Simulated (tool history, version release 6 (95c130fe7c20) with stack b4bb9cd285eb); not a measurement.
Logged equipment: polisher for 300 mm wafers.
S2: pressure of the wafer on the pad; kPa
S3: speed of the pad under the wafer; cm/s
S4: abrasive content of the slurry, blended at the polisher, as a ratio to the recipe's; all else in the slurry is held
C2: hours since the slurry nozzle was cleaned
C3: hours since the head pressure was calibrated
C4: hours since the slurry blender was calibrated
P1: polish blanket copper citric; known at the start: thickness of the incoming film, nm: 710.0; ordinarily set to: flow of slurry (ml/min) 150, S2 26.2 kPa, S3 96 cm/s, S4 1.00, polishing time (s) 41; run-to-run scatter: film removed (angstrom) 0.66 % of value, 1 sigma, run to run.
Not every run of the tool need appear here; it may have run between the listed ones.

Run 1, hour 13.5: flow of slurry (ml/min) 150, S2 26.2 kPa, S3 96 cm/s, S4 1.00, polishing time (s) 41; wafers polished on this pad 563; C2 71.6; C3 855.4; C4 135.1. Result: film removed (angstrom) 1283.70.
Run 2, hour 23.7: flow of slurry (ml/min) 150, S2 26.2 kPa, S3 96 cm/s, S4 1.00, polishing time (s) 41; wafers polished on this pad 638; C2 81.8; C3 865.6; C4 145.3. Result: film removed (angstrom) 1288.40.
Run 3, hour 37.7: flow of slurry (ml/min) 150, S2 26.2 kPa, S3 96 cm/s, S4 1.00, polishing time (s) 29; wafers polished on this pad 742; C2 95.8; C3 879.6; C4 159.3. Result: film removed (angstrom) 912.40.
Run 4, hour 48.8: flow of slurry (ml/min) 150, S2 26.2 kPa, S3 96 cm/s, S4 1.00, polishing time (s) 41; wafers polished on this pad 825; C2 106.9; C3 890.7; C4 170.4. Result: film removed (angstrom) 1285.50.
Run 5, hour 62.9: flow of slurry (ml/min) 150, S2 26.2 kPa, S3 44 cm/s, S4 1.00, polishing time (s) 41; wafers polished on this pad 929; C2 121.0; C3 904.8; C4 184.5. Result: film removed (angstrom) 603.73.
Run 6, hour 71.5: flow of slurry (ml/min) 150, S2 26.2 kPa, S3 96 cm/s, S4 1.00, polishing time (s) 41; wafers polished on this pad 993; C2 129.6; C3 913.4; C4 193.1. Result: film removed (angstrom) 1285.90.
Run 7, hour 86.4: flow of slurry (ml/min) 150, S2 13.1 kPa, S3 96 cm/s, S4 1.00, polishing time (s) 41; wafers polished on this pad 1103; C2 144.5; C3 928.3; C4 208.0. Result: film removed (angstrom) 662.67.
Run 8, hour 100.6: flow of slurry (ml/min) 90, S2 26.2 kPa, S3 96 cm/s, S4 1.00, polishing time (s) 41; wafers polished on this pad 1209; C2 158.7; C3 942.5; C4 222.2. Result: film removed (angstrom) 1150.90.
Run 9, hour 114.8: flow of slurry (ml/min) 230, S2 26.2 kPa, S3 96 cm/s, S4 1.00, polishing time (s) 41; wafers polished on this pad 1314; C2 172.9; C3 956.7; C4 236.4. Result: film removed (angstrom) 1355.00.
Run 10, hour 122.2: flow of slurry (ml/min) 150, S2 26.2 kPa, S3 96 cm/s, S4 1.00, polishing time (s) 62; wafers polished on this pad 1369; C2 180.3; C3 964.1; C4 243.8. Result: film removed (angstrom) 1934.70.
Run 11, hour 135.4: flow of slurry (ml/min) 150, S2 26.2 kPa, S3 96 cm/s, S4 1.00, polishing time (s) 41; wafers polished on this pad 1467; C2 193.5; C3 977.3; C4 257.0. Result: film removed (angstrom) 1285.10.
Run 12, hour 143.6: flow of slurry (ml/min) 150, S2 26.2 kPa, S3 146 cm/s, S4 1.00, polishing time (s) 41; wafers polished on this pad 1528; C2 201.7; C3 985.5; C4 265.2. Result: film removed (angstrom) 1963.80.
Run 13, hour 158.2: flow of slurry (ml/min) 150, S2 40.7 kPa, S3 96 cm/s, S4 1.00, polishing time (s) 41; wafers polished on this pad 1636; C2 216.3; C3 1000.1; C4 279.8. Result: film removed (angstrom) 1987.10.
Run 14, hour 165.6: flow of slurry (ml/min) 150, S2 39.3 kPa, S3 96 cm/s, S4 0.80, polishing time (s) 41; wafers polished on this pad 1691; C2 223.7; C3 1007.5; C4 287.2. Result: film removed (angstrom) 1827.00.
Run 15, hour 176.3: flow of slurry (ml/min) 150, S2 26.2 kPa, S3 96 cm/s, S4 1.35, polishing time (s) 41; wafers polished on this pad 1770; C2 234.4; C3 1018.2; C4 297.9. Result: film removed (angstrom) 1373.30.
Run 16, hour 188.6: flow of slurry (ml/min) 150, S2 26.2 kPa, S3 96 cm/s, S4 0.65, polishing time (s) 41; wafers polished on this pad 1862; C2 246.7; C3 1030.5; C4 310.2. Result: film removed (angstrom) 1183.70.
Run 17, hour 196.0: flow of slurry (ml/min) 150, S2 26.2 kPa, S3 96 cm/s, S4 1.00, polishing time (s) 41; wafers polished on this pad 1917; C2 254.1; C3 1037.9; C4 317.6. Result: film removed (angstrom) 1274.10.
Run 18, hour 204.3: flow of slurry (ml/min) 150, S2 26.2 kPa, S3 96 cm/s, S4 1.00, polishing time (s) 41; wafers polished on this pad 1978; C2 262.4; C3 1046.2; C4 325.9. Result: film removed (angstrom) 1228.40.
Run 19, hour 211.6: flow of slurry (ml/min) 150, S2 26.2 kPa, S3 96 cm/s, S4 1.00, polishing time (s) 41; wafers polished on this pad 2032; C2 269.7; C3 1053.5; C4 333.2. Result: film removed (angstrom) 1220.20.

Run 20 has not been measured yet. What should we expect?
At hour 225.0: slurry blender recalibrated.
Run 20, hour 225.3: flow of slurry (ml/min) 150, S2 26.2 kPa, S3 96 cm/s, S4 1.00, polishing time (s) 41; wafers polished on this pad 2134; C2 283.4; C3 1067.2; C4 0.4. Result: film removed (angstrom) ?.

Run 20 came out at film removed (angstrom) 1182.40.

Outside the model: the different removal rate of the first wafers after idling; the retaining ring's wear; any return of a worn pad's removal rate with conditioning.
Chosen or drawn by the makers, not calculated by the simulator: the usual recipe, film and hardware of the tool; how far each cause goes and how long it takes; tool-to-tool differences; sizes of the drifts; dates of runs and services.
